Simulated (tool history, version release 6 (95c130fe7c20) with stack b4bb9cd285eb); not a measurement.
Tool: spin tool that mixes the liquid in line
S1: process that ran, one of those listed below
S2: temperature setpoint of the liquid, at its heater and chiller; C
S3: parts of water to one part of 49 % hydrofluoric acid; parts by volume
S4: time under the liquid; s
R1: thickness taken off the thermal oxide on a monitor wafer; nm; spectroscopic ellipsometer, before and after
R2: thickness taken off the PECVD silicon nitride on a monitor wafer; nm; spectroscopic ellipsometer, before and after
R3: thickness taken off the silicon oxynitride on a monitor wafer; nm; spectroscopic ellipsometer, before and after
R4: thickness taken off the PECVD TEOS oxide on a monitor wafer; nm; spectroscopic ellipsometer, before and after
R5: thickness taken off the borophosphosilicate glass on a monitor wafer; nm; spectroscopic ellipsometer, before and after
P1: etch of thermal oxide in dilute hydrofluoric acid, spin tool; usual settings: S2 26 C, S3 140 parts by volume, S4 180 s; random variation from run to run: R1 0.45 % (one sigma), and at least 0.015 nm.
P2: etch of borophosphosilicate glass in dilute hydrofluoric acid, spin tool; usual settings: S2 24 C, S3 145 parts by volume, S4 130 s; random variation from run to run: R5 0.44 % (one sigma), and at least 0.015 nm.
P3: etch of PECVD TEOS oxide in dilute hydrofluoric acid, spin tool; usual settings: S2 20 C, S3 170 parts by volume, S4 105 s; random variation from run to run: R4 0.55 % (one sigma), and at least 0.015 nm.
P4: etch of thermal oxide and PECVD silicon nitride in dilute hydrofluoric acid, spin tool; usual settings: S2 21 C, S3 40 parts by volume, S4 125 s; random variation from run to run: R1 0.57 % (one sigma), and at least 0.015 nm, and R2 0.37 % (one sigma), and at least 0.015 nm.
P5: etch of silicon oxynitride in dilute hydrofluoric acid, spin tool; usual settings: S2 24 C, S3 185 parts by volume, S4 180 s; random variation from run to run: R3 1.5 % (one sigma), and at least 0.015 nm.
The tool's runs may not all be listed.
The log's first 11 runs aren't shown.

run,hour,S1,S2,S3,S4,R1,R2,R3,R4,R5
12,155.3,P1,31,70,180,17.12,,,,
13,166.2,P3,20,170,45,,,,2.3207,
14,177.3,P2,24,145,30,,,,,13.759
15,194.2,P1,26,140,260,9.3142,,,,
16,205.6,P1,26,140,180,6.4414,,,,
17,219.7,P1,26,140,180,6.4063,,,,
18,236,P3,20,170,105,,,,5.5666,
19,247.2,P5,24,185,345,,,2.6562,,
20,261.7,P1,26,65,180,15.15,,,,
21,278.5,P3,20,50,105,,,,21.299,
22,295.4,P2,24,145,130,,,,,59.918
23,305.7,P5,24,185,180,,,1.3939,,

Forecast run 24:
24,319.4,P2,24,195,130,,,,,?

Run 24 gave R5 42.177 nm.
